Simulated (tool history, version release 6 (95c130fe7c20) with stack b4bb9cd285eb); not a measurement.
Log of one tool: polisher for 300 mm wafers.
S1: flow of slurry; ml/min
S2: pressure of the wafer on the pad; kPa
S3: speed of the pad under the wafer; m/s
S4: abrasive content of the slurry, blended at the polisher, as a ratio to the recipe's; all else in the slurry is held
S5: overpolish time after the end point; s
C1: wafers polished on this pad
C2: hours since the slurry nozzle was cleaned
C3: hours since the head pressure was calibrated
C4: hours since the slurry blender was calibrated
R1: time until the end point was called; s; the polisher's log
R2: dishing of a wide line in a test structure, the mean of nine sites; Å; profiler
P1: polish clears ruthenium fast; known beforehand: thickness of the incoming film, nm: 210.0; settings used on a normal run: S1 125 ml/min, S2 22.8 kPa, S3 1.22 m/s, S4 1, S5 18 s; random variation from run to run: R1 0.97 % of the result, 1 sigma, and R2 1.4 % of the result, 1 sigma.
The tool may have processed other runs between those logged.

Run 1, hour 12.2: S1 125 ml/min, S2 22.8 kPa, S3 1.22 m/s, S4 1, S5 18 s; C1 302; C2 136; C3 635.5; C4 113.5. Result: R1 40.861 s, R2 661.56 Å.
Run 2, hour 25.5: S1 75 ml/min, S2 22.8 kPa, S3 1.22 m/s, S4 1, S5 18 s; C1 433; C2 149.3; C3 648.8; C4 126.8. Result: R1 46.86 s, R2 604.38 Å.
Run 3, hour 40: S1 125 ml/min, S2 22.8 kPa, S3 1.22 m/s, S4 1, S5 18 s; C1 575; C2 163.8; C3 663.3; C4 141.3. Result: R1 41.524 s, R2 670.84 Å.
Run 4, hour 56.9: S1 125 ml/min, S2 22.8 kPa, S3 1.22 m/s, S4 1, S5 18 s; C1 741; C2 180.7; C3 680.2; C4 158.2. Result: R1 41.546 s, R2 646.87 Å.
Run 5, hour 68.6: S1 195 ml/min, S2 22.8 kPa, S3 1.76 m/s, S4 1, S5 18 s; C1 856; C2 192.4; C3 691.9; C4 169.9. Result: R1 26.34 s, R2 896.43 Å.
Run 6, hour 77.1: S1 125 ml/min, S2 22.8 kPa, S3 1.22 m/s, S4 0.55, S5 18 s; C1 939; C2 200.9; C3 700.4; C4 178.4. Result: R1 56.429 s, R2 509.85 Å.
Run 7, hour 88.1: S1 125 ml/min, S2 15.2 kPa, S3 1.22 m/s, S4 1, S5 18 s; C1 1047; C2 211.9; C3 711.4; C4 189.4. Result: R1 61.788 s, R2 475.71 Å.
Run 8, hour 97.4: S1 125 ml/min, S2 22.8 kPa, S3 1.22 m/s, S4 1, S5 18 s; C1 1139; C2 221.2; C3 720.7; C4 198.7. Result: R1 41.277 s, R2 658.27 Å.
Run 9, hour 105.5: S1 125 ml/min, S2 34.5 kPa, S3 1.22 m/s, S4 1, S5 18 s; C1 1218; C2 229.3; C3 728.8; C4 206.8. Result: R1 27.325 s, R2 865.56 Å.
Run 10, hour 116.2: S1 125 ml/min, S2 22.8 kPa, S3 1.22 m/s, S4 1, S5 18 s; C1 1323; C2 240; C3 739.5; C4 217.5. Result: R1 42.069 s, R2 661.98 Å.
At hour 118.4: slurry blender recalibrated.
Run 11, hour 128.7: S1 125 ml/min, S2 22.8 kPa, S3 1.22 m/s, S4 1, S5 36 s; C1 1446; C2 252.5; C3 752; C4 10.3. Result: R1 42.21 s, R2 1017.4 Å.
Run 12, hour 142.9: S1 125 ml/min, S2 22.8 kPa, S3 1.22 m/s, S4 1.5, S5 18 s; C1 1586; C2 266.7; C3 766.2; C4 24.5. Result: R1 34.927 s, R2 736.68 Å.
Run 13, hour 153.7: S1 125 ml/min, S2 22.8 kPa, S3 0.56 m/s, S4 1, S5 18 s; C1 1692; C2 277.5; C3 777; C4 35.3. Result: R1 91.005 s, R2 341.42 Å.
Run 14, hour 162: S1 125 ml/min, S2 31 kPa, S3 1.22 m/s, S4 0.6, S5 18 s; C1 1773; C2 285.8; C3 785.3; C4 43.6. Result: R1 38.95 s, R2 675.14 Å.
Run 15, hour 174.2: S1 125 ml/min, S2 22.8 kPa, S3 1.62 m/s, S4 1, S5 18 s; C1 1893; C2 298; C3 797.5; C4 55.8. Result: R1 31.76 s, R2 795.33 Å.
Run 16, hour 184.3: S1 125 ml/min, S2 22.8 kPa, S3 1.22 m/s, S4 1, S5 18 s; C1 1992; C2 308.1; C3 807.6; C4 65.9. Result: R1 41.573 s, R2 652.2 Å.
Run 17, hour 194.2: S1 170 ml/min, S2 22.8 kPa, S3 1.22 m/s, S4 1, S5 18 s; C1 2089; C2 318; C3 817.5; C4 75.8. Result: R1 39.351 s, R2 677.86 Å.
Run 18, hour 210.2: S1 125 ml/min, S2 22.8 kPa, S3 0.92 m/s, S4 1, S5 11 s; C1 2246; C2 334; C3 833.5; C4 91.8. Result: R1 55.359 s, R2 343.27 Å.
Run 19, hour 220.5: S1 125 ml/min, S2 22.8 kPa, S3 1.22 m/s, S4 1, S5 5 s; C1 2348; C2 344.3; C3 843.8; C4 102.1. Result: R1 41.359 s, R2 218.76 Å.
Run 20, hour 231.6: S1 125 ml/min, S2 22.8 kPa, S3 1.22 m/s, S4 1, S5 18 s; C1 2457; C2 355.4; C3 854.9; C4 113.2. Result: R1 41.827 s, R2 663.49 Å.
Run 21, hour 240.1: S1 125 ml/min, S2 22.8 kPa, S3 1.22 m/s, S4 1, S5 18 s; C1 2540; C2 363.9; C3 863.4; C4 121.7. Result: R1 42.15 s, R2 656.41 Å.
Run 22, hour 249.5: S1 125 ml/min, S2 22.8 kPa, S3 1.22 m/s, S4 1, S5 18 s; C1 2632; C2 373.3; C3 872.8; C4 131.1. Result: R1 43.59 s, R2 647.96 Å.
Run 23, hour 259.7: S1 125 ml/min, S2 22.8 kPa, S3 1.22 m/s, S4 1, S5 18 s; C1 2733; C2 383.5; C3 883; C4 141.3. Result: R1 43.792 s, R2 643.13 Å.
Run 24, hour 273.3: S1 125 ml/min, S2 22.8 kPa, S3 1.22 m/s, S4 1, S5 18 s; C1 2866; C2 397.1; C3 896.6; C4 154.9. Result: R1 43.764 s, R2 642.26 Å.
At hour 276.9: slurry blender recalibrated.
Run 25, hour 287.3: S1 125 ml/min, S2 22.8 kPa, S3 1.22 m/s, S4 1, S5 18 s; C1 3004; C2 411.1; C3 910.6; C4 10.5. Result: R1 43.953 s, R2 623.09 Å.
At hour 287.4: head pressure recalibrated.
Run 26, hour 295.9: S1 125 ml/min, S2 22.8 kPa, S3 1.22 m/s, S4 1, S5 18 s; C1 3088; C2 419.7; C3 8.6; C4 19.1. Result: R1 44.505 s, R2 606.72 Å.
Run 27, hour 305.1: S1 125 ml/min, S2 22.8 kPa, S3 1.22 m/s, S4 1, S5 18 s; C1 3178; C2 428.9; C3 17.8; C4 28.3. Result: R1 44.586 s, R2 626.87 Å.
Run 28, hour 319.3: S1 125 ml/min, S2 22.8 kPa, S3 1.22 m/s, S4 1, S5 18 s; C1 3318; C2 443.1; C3 32; C4 42.5. Result: R1 44.566 s, R2 607.45 Å.
Run 29, hour 334: S1 125 ml/min, S2 22.8 kPa, S3 1.22 m/s, S4 1, S5 18 s; C1 3462; C2 457.8; C3 46.7; C4 57.2. Result: R1 44.928 s, R2 617.43 Å.
Run 30, hour 343.2: S1 125 ml/min, S2 22.8 kPa, S3 1.22 m/s, S4 1, S5 18 s; C1 3553; C2 467; C3 55.9; C4 66.4. Result: R1 45.109 s, R2 619.32 Å.

Something has made what P1 gives creep away from where it was; the 2 causes below, each at its own stated size, fit the log equally well:
A: slurry flow missing at the pad, % = 29.1
B: removal rate lost through wear of the pad, % = 7.84
At approximately hour 231.6, the process output began to creep.
Ruled out, with reasons:
head's pressure below its setpoint, %: maintenance at hour 287.4, after the shift began, did not return the process to its former output
abrasive missing from the slurry, %: maintenance at hour 276.9, after the shift began, did not return the process to its former output

Which of the 4 check runs listed below, each an average over 3 wafers with its results shown as question marks, gives clearly different results under the different listed causes?
Run check 1, hour 352.4: S1 125 ml/min, S2 32.4 kPa, S3 1.22 m/s, S4 1, S5 5 s. Result: R1 ?, R2 ?.
Run check 2, hour 352.4: S1 125 ml/min, S2 22.8 kPa, S3 1.22 m/s, S4 1, S5 34 s. Result: R1 ?, R2 ?.
Run check 3, hour 352.4: S1 125 ml/min, S2 15.2 kPa, S3 1.22 m/s, S4 1, S5 5 s. Result: R1 ?, R2 ?.
Run check 4, hour 352.4: S1 75 ml/min, S2 22.8 kPa, S3 1.58 m/s, S4 1, S5 18 s. Result: R1 ?, R2 ?.

Outcome of each check run for each possible cause:
  check  result    if A    if B
check 1      R1  31.425  31.425
check 1      R2  281.02  281.02
check 2      R1  44.756  44.757
check 2      R2  972.38  972.37
check 3      R1  67.134  67.135
check 3      R2  138.11  138.11
check 4      R1  41.192  39.397
check 4      R2  661.59  684.37
Smallest distance between any two causes, each pair judged by its most separating result, in per cent: check 1 0 %; check 2 0 %; check 3 0 %; check 4 4.45 %
Only in check 4 would the causes give clearly different results; in the remaining checks their results would be nearly the same.

Check 4 was then run and gave: R1 39.068 s; R2 682.2 Å. Which cause is it?

The cause is B: removal rate lost through wear of the pad, %.
